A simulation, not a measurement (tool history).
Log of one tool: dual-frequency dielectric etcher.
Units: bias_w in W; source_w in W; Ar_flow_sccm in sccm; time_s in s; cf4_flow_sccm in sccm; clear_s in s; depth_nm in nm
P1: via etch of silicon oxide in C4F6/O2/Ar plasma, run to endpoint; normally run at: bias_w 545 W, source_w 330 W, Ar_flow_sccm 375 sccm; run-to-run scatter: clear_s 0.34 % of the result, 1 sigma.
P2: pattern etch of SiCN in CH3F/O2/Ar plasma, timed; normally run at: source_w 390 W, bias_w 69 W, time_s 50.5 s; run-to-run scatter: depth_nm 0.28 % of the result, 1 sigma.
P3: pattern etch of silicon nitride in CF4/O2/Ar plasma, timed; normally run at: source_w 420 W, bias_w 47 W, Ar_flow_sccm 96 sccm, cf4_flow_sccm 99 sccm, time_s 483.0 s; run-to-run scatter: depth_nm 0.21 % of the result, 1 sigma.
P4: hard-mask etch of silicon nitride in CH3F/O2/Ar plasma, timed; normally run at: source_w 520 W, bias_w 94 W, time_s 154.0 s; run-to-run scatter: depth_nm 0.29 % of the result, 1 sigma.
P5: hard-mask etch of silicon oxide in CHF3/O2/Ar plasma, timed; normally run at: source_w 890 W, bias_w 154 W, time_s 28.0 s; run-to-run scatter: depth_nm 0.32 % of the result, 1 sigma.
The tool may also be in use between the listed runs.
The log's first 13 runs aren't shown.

run	hour	process	bias_w	source_w	Ar_flow_sccm	time_s	cf4_flow_sccm	clear_s	depth_nm
# hour 119.9: wet clean of the chamber
14	126.1	P1	388	330	229			18.707	
15	138.6	P1	545	330	257			16.668	
16	149.9	P3	47	420	96	483.0	78		747.060
17	158.3	P3	47	420	96	483.0	99		769.580
18	165.0	P4	68	520		154.0			112.530
19	175.0	P5	154	890		35.0			80.262
# hour 178.8: source power generator calibrated
20	186.9	P1	545	330	375			17.409	
21	199.3	P1	545	220	375			20.119	
22	206.3	P5	154	890		28.0			63.985
23	214.1	P5	121	890		28.0			59.474

Forecast run 24:
24	221.7	P1	545	330	375			?	

{"run 24": {"clear_s": 17.425}}
